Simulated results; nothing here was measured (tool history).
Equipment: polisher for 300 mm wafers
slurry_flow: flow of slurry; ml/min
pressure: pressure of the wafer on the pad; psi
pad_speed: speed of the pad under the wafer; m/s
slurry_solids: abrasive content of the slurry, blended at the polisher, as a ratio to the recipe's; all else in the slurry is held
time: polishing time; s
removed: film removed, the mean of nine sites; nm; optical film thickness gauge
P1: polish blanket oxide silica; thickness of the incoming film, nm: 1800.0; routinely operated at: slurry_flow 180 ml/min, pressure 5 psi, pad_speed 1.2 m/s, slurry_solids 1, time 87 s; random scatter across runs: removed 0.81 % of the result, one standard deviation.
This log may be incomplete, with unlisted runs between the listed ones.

{"run": 1, "day": 0.554, "slurry_flow": 180, "pressure": 5, "pad_speed": 1.2, "slurry_solids": 1, "time": 87, "removed": 348.71}
{"run": 2, "day": 1.062, "slurry_flow": 180, "pressure": 2.7, "pad_speed": 0.76, "slurry_solids": 1, "time": 87, "removed": 128.64}
{"run": 3, "day": 1.638, "slurry_flow": 180, "pressure": 5, "pad_speed": 1.2, "slurry_solids": 1, "time": 87, "removed": 341.43}
{"run": 4, "day": 2.008, "slurry_flow": 180, "pressure": 5, "pad_speed": 1.2, "slurry_solids": 1, "time": 87, "removed": 346.33}
{"run": 5, "day": 2.525, "slurry_flow": 180, "pressure": 5, "pad_speed": 1.2, "slurry_solids": 1, "time": 56, "removed": 225.19}
{"run": 6, "day": 3.021, "slurry_flow": 180, "pressure": 5, "pad_speed": 1.2, "slurry_solids": 1.5, "time": 87, "removed": 412.48}
{"run": 7, "day": 3.567, "slurry_flow": 180, "pressure": 5, "pad_speed": 1.78, "slurry_solids": 1, "time": 87, "removed": 470.46}
{"run": 8, "day": 4.133, "slurry_flow": 180, "pressure": 5, "pad_speed": 1.2, "slurry_solids": 1, "time": 87, "removed": 345.46}
{"run": 9, "day": 4.65, "slurry_flow": 180, "pressure": 5, "pad_speed": 1.2, "slurry_solids": 0.5, "time": 87, "removed": 238.18}
{"run": 10, "day": 4.967, "slurry_flow": 180, "pressure": 5, "pad_speed": 1.2, "slurry_solids": 1, "time": 125, "removed": 496.42}
{"run": 11, "day": 5.512, "slurry_flow": 180, "pressure": 3.4, "pad_speed": 1.2, "slurry_solids": 0.8, "time": 87, "removed": 210.63}
{"run": 12, "day": 5.983, "slurry_flow": 180, "pressure": 2.4, "pad_speed": 1.2, "slurry_solids": 1, "time": 87, "removed": 166.16}
{"run": 13, "day": 6.304, "slurry_flow": 180, "pressure": 7.9, "pad_speed": 1.2, "slurry_solids": 1, "time": 87, "removed": 552.84}
{"run": 14, "day": 6.588, "slurry_flow": 180, "pressure": 5, "pad_speed": 0.6, "slurry_solids": 1, "time": 87, "removed": 197.49}
{"day": 6.829, "done": "slurry blender recalibrated"}
{"run": 15, "day": 7.008, "slurry_flow": 110, "pressure": 5, "pad_speed": 1.2, "slurry_solids": 1, "time": 87, "removed": 312.05}
{"run": 16, "day": 7.358, "slurry_flow": 285, "pressure": 5, "pad_speed": 1.2, "slurry_solids": 1, "time": 87, "removed": 363.56}

Run 17, settings as shown, results not yet in. Your forecast:
{"run": 17, "day": 7.854, "slurry_flow": 230, "pressure": 5, "pad_speed": 1.2, "slurry_solids": 0.55, "time": 87, "removed": "?"}

{"run 17": {"removed": 261}}
